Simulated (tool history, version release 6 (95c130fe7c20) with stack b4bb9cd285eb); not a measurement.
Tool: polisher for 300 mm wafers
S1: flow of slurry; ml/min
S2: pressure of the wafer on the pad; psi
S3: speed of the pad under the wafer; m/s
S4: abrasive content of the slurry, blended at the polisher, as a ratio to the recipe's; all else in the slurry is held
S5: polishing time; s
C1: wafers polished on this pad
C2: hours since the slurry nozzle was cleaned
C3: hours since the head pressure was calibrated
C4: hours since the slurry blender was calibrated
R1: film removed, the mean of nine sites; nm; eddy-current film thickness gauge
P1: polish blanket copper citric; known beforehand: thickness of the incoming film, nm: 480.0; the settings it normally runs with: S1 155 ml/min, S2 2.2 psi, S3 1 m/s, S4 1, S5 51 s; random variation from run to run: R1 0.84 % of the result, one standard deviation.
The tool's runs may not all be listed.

Run 1, hour 6.4: S1 155 ml/min, S2 2.2 psi, S3 1 m/s, S4 1, S5 51 s; C1 517; C2 70; C3 193.7; C4 338.4. Result: R1 70.648 nm.
Run 2, hour 18.5: S1 155 ml/min, S2 2.2 psi, S3 1 m/s, S4 1, S5 34 s; C1 653; C2 82.1; C3 205.8; C4 350.5. Result: R1 46.867 nm.
Run 3, hour 27.2: S1 230 ml/min, S2 3.3 psi, S3 1 m/s, S4 1, S5 51 s; C1 752; C2 90.8; C3 214.5; C4 359.2. Result: R1 111.58 nm.
Run 4, hour 39.7: S1 155 ml/min, S2 2.2 psi, S3 1 m/s, S4 1, S5 51 s; C1 893; C2 103.3; C3 227; C4 371.7. Result: R1 70.852 nm.
Run 5, hour 51.2: S1 155 ml/min, S2 3.5 psi, S3 1 m/s, S4 1, S5 51 s; C1 1023; C2 114.8; C3 238.5; C4 383.2. Result: R1 111.41 nm.
Run 6, hour 60.5: S1 155 ml/min, S2 1.2 psi, S3 1 m/s, S4 1, S5 51 s; C1 1128; C2 124.1; C3 247.8; C4 392.5. Result: R1 39.215 nm.
Run 7, hour 67.2: S1 155 ml/min, S2 2.2 psi, S3 1 m/s, S4 0.75, S5 51 s; C1 1204; C2 130.8; C3 254.5; C4 399.2. Result: R1 66.503 nm.
Run 8, hour 75.3: S1 155 ml/min, S2 2.2 psi, S3 1 m/s, S4 1, S5 51 s; C1 1296; C2 138.9; C3 262.6; C4 407.3. Result: R1 70.986 nm.
Run 9, hour 85.4: S1 155 ml/min, S2 2.2 psi, S3 1 m/s, S4 1.35, S5 51 s; C1 1410; C2 149; C3 272.7; C4 417.4. Result: R1 74.339 nm.
Run 10, hour 98.3: S1 155 ml/min, S2 2.2 psi, S3 1 m/s, S4 1, S5 51 s; C1 1556; C2 161.9; C3 285.6; C4 430.3. Result: R1 71.144 nm.
Run 11, hour 107.8: S1 155 ml/min, S2 2.2 psi, S3 0.64 m/s, S4 1, S5 51 s; C1 1663; C2 171.4; C3 295.1; C4 439.8. Result: R1 46.359 nm.
Run 12, hour 115.1: S1 155 ml/min, S2 2.2 psi, S3 1.48 m/s, S4 1, S5 51 s; C1 1746; C2 178.7; C3 302.4; C4 447.1. Result: R1 105.81 nm.
Run 13, hour 123.3: S1 115 ml/min, S2 1.3 psi, S3 1 m/s, S4 1, S5 51 s; C1 1838; C2 186.9; C3 310.6; C4 455.3. Result: R1 40.713 nm.
Run 14, hour 136.2: S1 155 ml/min, S2 2.2 psi, S3 1 m/s, S4 1, S5 51 s; C1 1984; C2 199.8; C3 323.5; C4 468.2. Result: R1 70.39 nm.
Run 15, hour 142.4: S1 155 ml/min, S2 2.2 psi, S3 1.42 m/s, S4 1.2, S5 51 s; C1 2054; C2 206; C3 329.7; C4 474.4. Result: R1 103.98 nm.
At hour 143.8: slurry nozzle cleaned.
Run 16, hour 150.4: S1 110 ml/min, S2 2.2 psi, S3 1 m/s, S4 1, S5 51 s; C1 2145; C2 6.6; C3 337.7; C4 482.4. Result: R1 66.575 nm.
Run 17, hour 162.7: S1 235 ml/min, S2 2.2 psi, S3 1 m/s, S4 1, S5 51 s; C1 2284; C2 18.9; C3 350; C4 494.7. Result: R1 75.481 nm.
Run 18, hour 168.8: S1 155 ml/min, S2 2.2 psi, S3 1 m/s, S4 1, S5 51 s; C1 2353; C2 25; C3 356.1; C4 500.8. Result: R1 72.04 nm.
Run 19, hour 180.4: S1 155 ml/min, S2 2.2 psi, S3 1 m/s, S4 1, S5 72 s; C1 2484; C2 36.6; C3 367.7; C4 512.4. Result: R1 101.82 nm.
Run 20, hour 186.4: S1 155 ml/min, S2 2.2 psi, S3 1 m/s, S4 1, S5 51 s; C1 2552; C2 42.6; C3 373.7; C4 518.4. Result: R1 70.547 nm.
Run 21, hour 196.8: S1 155 ml/min, S2 2.2 psi, S3 1 m/s, S4 1, S5 51 s; C1 2669; C2 53; C3 384.1; C4 528.8. Result: R1 67.008 nm.
Run 22, hour 204.6: S1 155 ml/min, S2 2.2 psi, S3 1 m/s, S4 1, S5 51 s; C1 2758; C2 60.8; C3 391.9; C4 536.6. Result: R1 67.226 nm.
Run 23, hour 216.9: S1 155 ml/min, S2 2.2 psi, S3 1 m/s, S4 1, S5 51 s; C1 2897; C2 73.1; C3 404.2; C4 548.9. Result: R1 66.035 nm.
At hour 219: worn pad replaced by a new one.
At hour 220.3: head pressure recalibrated.
Run 24, hour 225.9: S1 155 ml/min, S2 2.2 psi, S3 1 m/s, S4 1, S5 51 s; C1 79; C2 82.1; C3 5.6; C4 557.9. Result: R1 65.582 nm.
Run 25, hour 232.2: S1 155 ml/min, S2 2.2 psi, S3 1 m/s, S4 1, S5 51 s; C1 150; C2 88.4; C3 11.9; C4 564.2. Result: R1 65.909 nm.
Run 26, hour 243.7: S1 155 ml/min, S2 2.2 psi, S3 1 m/s, S4 1, S5 51 s; C1 280; C2 99.9; C3 23.4; C4 575.7. Result: R1 64.669 nm.

P1 has crept away from where it was. The log is fitted equally well by each of these 2 causes, at the sizes shown:
A: abrasive missing from the slurry, % = 34.8
B: slurry flow missing at the pad, % = 35.3
At approximately hour 186.4, the process output began to creep.
Excluded causes, each with its reason:
removal rate lost through wear of the pad, %: work on it at hour 219, done after the drift set in, did not restore what the process gave before
head's pressure below its setpoint, %: work on it at hour 220.3, done after the drift set in, did not restore what the process gave before

Below are 4 check runs, each averaged over 5 wafers, with their results shown as question marks. Which of them would give clearly different results depending on which cause is behind the drift?
Run check 1, hour 255.2: S1 155 ml/min, S2 1.4 psi, S3 1 m/s, S4 1, S5 51 s. Result: R1 ?.
Run check 2, hour 255.2: S1 110 ml/min, S2 2.2 psi, S3 0.8 m/s, S4 1, S5 51 s. Result: R1 ?.
Run check 3, hour 255.2: S1 155 ml/min, S2 2.9 psi, S3 1 m/s, S4 1, S5 51 s. Result: R1 ?.
Run check 4, hour 255.2: S1 155 ml/min, S2 2.2 psi, S3 1.2 m/s, S4 1, S5 51 s. Result: R1 ?.

Predicted outcomes, by check and by cause:
  check  result    if A    if B
check 1      R1  42.142  42.152
check 2      R1  49.031  47.519
check 3      R1  85.028  85.049
check 4      R1  77.595  77.614
How far apart the two closest causes lie, in the result that separates them most: check 1 0.02 %; check 2 3.13 %; check 3 0.02 %; check 4 0.02 %
Of the check runs offered, only check 2 discriminates between the causes; the rest would read about the same regardless of which cause applies.

Here is what check 2 returned: R1 47.697 nm. Which cause is it?

It is B: slurry flow missing at the pad, %.

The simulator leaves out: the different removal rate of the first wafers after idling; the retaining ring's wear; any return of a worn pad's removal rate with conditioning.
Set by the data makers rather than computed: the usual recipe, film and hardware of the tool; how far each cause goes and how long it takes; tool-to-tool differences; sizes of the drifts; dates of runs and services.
